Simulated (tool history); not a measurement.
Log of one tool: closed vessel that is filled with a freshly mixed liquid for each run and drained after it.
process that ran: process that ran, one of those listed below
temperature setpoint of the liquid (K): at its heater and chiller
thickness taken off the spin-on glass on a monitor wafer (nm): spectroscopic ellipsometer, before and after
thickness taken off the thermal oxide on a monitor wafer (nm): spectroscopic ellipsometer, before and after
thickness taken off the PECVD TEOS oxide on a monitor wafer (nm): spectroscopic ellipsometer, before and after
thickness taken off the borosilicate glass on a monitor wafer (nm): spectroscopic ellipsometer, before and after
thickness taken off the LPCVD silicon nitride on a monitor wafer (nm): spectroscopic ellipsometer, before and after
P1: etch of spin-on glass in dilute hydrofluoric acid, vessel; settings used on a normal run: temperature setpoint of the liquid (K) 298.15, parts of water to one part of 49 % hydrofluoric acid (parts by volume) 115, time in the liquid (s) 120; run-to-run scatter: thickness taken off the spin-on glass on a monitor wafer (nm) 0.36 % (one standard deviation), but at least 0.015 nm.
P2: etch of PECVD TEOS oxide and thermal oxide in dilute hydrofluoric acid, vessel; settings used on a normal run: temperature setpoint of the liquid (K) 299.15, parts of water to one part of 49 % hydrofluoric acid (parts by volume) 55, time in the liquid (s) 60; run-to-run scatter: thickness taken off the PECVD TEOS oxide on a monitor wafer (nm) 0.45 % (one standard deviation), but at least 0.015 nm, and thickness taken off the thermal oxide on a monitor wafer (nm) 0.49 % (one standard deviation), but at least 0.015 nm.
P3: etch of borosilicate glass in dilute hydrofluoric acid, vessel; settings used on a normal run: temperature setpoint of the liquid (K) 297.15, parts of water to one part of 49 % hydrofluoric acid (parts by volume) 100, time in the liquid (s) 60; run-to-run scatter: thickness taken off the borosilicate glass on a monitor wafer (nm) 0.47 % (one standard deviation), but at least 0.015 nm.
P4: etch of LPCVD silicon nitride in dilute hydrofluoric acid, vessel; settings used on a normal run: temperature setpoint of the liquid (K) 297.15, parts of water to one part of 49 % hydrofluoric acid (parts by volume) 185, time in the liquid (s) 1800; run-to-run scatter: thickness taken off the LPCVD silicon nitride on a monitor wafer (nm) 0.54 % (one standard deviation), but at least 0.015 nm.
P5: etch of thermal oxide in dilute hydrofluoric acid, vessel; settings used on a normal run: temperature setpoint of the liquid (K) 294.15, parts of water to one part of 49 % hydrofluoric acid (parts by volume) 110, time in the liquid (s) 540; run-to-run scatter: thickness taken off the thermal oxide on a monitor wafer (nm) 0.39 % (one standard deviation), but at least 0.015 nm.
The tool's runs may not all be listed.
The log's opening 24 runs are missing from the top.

run,hour,process that ran,temperature setpoint of the liquid (K),parts of water to one part of 49 % hydrofluoric acid (parts by volume),time in the liquid (s),hours since the thermometer was replaced,hours since the hydrofluoric acid flow meter was replaced,thickness taken off the spin-on glass on a monitor wafer (nm),thickness taken off the thermal oxide on a monitor wafer (nm),thickness taken off the PECVD TEOS oxide on a monitor wafer (nm),thickness taken off the borosilicate glass on a monitor wafer (nm),thickness taken off the LPCVD silicon nitride on a monitor wafer (nm)
25,317,P1,294.15,115,195,1413.5,162.4,59.121,,,,
26,328.3,P4,297.15,185,325,1424.8,173.7,,,,,0.90252
27,343.1,P1,298.15,115,120,1439.6,188.5,42.634,,,,
28,356.2,P5,290.15,110,540,1452.7,201.6,,17.824,,,
29,369.4,P1,298.15,115,205,1465.9,214.8,72.469,,,,
30,382,P1,298.15,115,120,1478.5,227.4,42.678,,,,
31,399.2,P1,298.15,115,120,1495.7,244.6,42.486,,,,
32,418.6,P1,298.15,115,120,1515.1,264,43.931,,,,
33,434.7,P1,298.15,115,120,1531.2,280.1,44.565,,,,
34,454.1,P1,298.15,115,120,1550.6,299.5,45.2,,,,
35,467.4,P1,298.15,115,120,1563.9,312.8,45.217,,,,
36,483,P1,298.15,115,120,1579.5,328.4,45.589,,,,
37,492,P1,298.15,115,120,1588.5,337.4,45.173,,,,

Run 38 is up next; what results do you expect?
38,506,P1,298.15,115,120,1602.5,351.4,?,,,,

{"run 38": {"thickness taken off the spin-on glass on a monitor wafer (nm)": 45.339}}
